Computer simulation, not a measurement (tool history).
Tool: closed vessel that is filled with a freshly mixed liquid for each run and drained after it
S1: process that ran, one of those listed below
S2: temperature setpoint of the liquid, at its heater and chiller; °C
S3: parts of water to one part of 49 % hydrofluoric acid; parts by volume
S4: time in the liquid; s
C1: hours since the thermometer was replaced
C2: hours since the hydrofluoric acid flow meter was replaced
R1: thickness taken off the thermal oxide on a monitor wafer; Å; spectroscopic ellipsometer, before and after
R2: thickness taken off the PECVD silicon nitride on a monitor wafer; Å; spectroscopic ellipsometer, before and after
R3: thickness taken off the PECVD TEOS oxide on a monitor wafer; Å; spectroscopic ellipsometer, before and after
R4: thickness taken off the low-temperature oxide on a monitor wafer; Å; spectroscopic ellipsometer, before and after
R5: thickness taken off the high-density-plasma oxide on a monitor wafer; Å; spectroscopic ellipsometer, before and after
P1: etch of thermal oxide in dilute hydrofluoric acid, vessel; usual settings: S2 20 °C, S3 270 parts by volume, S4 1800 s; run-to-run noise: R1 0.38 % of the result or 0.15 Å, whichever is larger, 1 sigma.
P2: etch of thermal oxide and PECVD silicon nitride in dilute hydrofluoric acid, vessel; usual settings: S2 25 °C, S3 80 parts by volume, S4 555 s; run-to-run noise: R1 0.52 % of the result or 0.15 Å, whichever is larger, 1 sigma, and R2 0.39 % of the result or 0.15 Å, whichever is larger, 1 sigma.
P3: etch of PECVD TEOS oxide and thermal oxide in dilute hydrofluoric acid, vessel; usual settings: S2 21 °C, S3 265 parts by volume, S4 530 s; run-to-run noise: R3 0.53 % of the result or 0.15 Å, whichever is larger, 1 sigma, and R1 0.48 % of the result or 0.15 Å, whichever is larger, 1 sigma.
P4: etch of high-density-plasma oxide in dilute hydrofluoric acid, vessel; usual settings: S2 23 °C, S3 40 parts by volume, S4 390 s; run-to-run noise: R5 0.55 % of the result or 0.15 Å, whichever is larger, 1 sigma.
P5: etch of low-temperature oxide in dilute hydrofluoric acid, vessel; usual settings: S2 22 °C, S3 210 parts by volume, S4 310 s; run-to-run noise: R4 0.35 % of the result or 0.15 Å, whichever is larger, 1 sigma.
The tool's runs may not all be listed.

| run | day | S1 | S2 | S3 | S4 | C1 | C2 | R1 | R2 | R3 | R4 | R5 |
|---|---|---|---|---|---|---|---|---|---|---|---|---|
| 1 | 0.404 | P1 | 20 | 270 | 1800 | 176.4 | 99.3 | 223.78 |  |  |  |  |
| 2 | 0.921 | P2 | 25 | 50 | 555 | 188.8 | 111.7 | 569.14 | 425.36 |  |  |  |
| 3 | 1.312 | P1 | 20 | 270 | 1800 | 198.2 | 121.1 | 222.31 |  |  |  |  |
| 4 | 1.829 | P1 | 20 | 270 | 3600 | 210.6 | 133.5 | 445.19 |  |  |  |  |
|  | 2.121 | hydrofluoric acid flow meter replaced |
| 5 | 2.212 | P1 | 20 | 270 | 1800 | 219.8 | 2.2 | 223.05 |  |  |  |  |
| 6 | 2.533 | P1 | 17 | 270 | 1800 | 227.5 | 9.9 | 199.26 |  |  |  |  |
| 7 | 3.038 | P1 | 20 | 450 | 1800 | 239.6 | 22 | 114.56 |  |  |  |  |
| 8 | 3.425 | P3 | 21 | 155 | 530 | 248.9 | 31.3 | 130.23 |  | 489.14 |  |  |
| 9 | 3.825 | P5 | 22 | 40 | 310 | 258.5 | 40.9 |  |  |  | 2721.1 |  |
| 10 | 4.225 | P4 | 23 | 40 | 70 | 268.1 | 50.5 |  |  |  |  | 92.676 |
| 11 | 4.612 | P5 | 22 | 210 | 310 | 277.4 | 59.8 |  |  |  | 427.67 |  |
| 12 | 4.846 | P5 | 17 | 210 | 310 | 283 | 65.4 |  |  |  | 354.7 |  |
| 13 | 5.358 | P3 | 28 | 265 | 530 | 295.3 | 77.7 | 87.457 |  | 323.61 |  |  |
| 14 | 5.8 | P1 | 20 | 270 | 1800 | 305.9 | 88.3 | 223.23 |  |  |  |  |
| 15 | 6.075 | P1 | 26.5 | 130 | 1800 | 312.5 | 94.9 | 688.19 |  |  |  |  |
| 16 | 6.342 | P4 | 29.5 | 40 | 390 | 318.9 | 101.3 |  |  |  |  | 665.8 |
| 17 | 6.854 | P3 | 21 | 265 | 530 | 331.2 | 113.6 | 67.821 |  | 257.41 |  |  |
| 18 | 7.138 | P2 | 25 | 80 | 555 | 338 | 120.4 | 343.58 | 268.38 |  |  |  |
| 19 | 7.625 | P4 | 23 | 70 | 390 | 349.7 | 132.1 |  |  |  |  | 282.11 |
| 20 | 7.962 | P2 | 25 | 80 | 555 | 357.8 | 140.2 | 340.93 | 269.67 |  |  |  |
| 21 | 8.417 | P5 | 22 | 210 | 60 | 368.7 | 151.1 |  |  |  | 83.324 |  |
| 22 | 8.708 | P2 | 25 | 80 | 915 | 375.7 | 158.1 | 563.52 | 444.34 |  |  |  |
| 23 | 9.096 | P1 | 20 | 55 | 1800 | 385 | 167.4 | 1366.3 |  |  |  |  |
| 24 | 9.575 | P3 | 21 | 265 | 530 | 396.5 | 178.9 | 68.435 |  | 255.99 |  |  |
| 25 | 10.012 | P1 | 28 | 270 | 1800 | 407 | 189.4 | 295.75 |  |  |  |  |

Run 26 is up next; what results do you expect?
| 26 | 10.279 | P1 | 17 | 270 | 1065 | 413.4 | 195.8 | ? |  |  |  |  |

Run 26 came out at R1 117.69 Å.
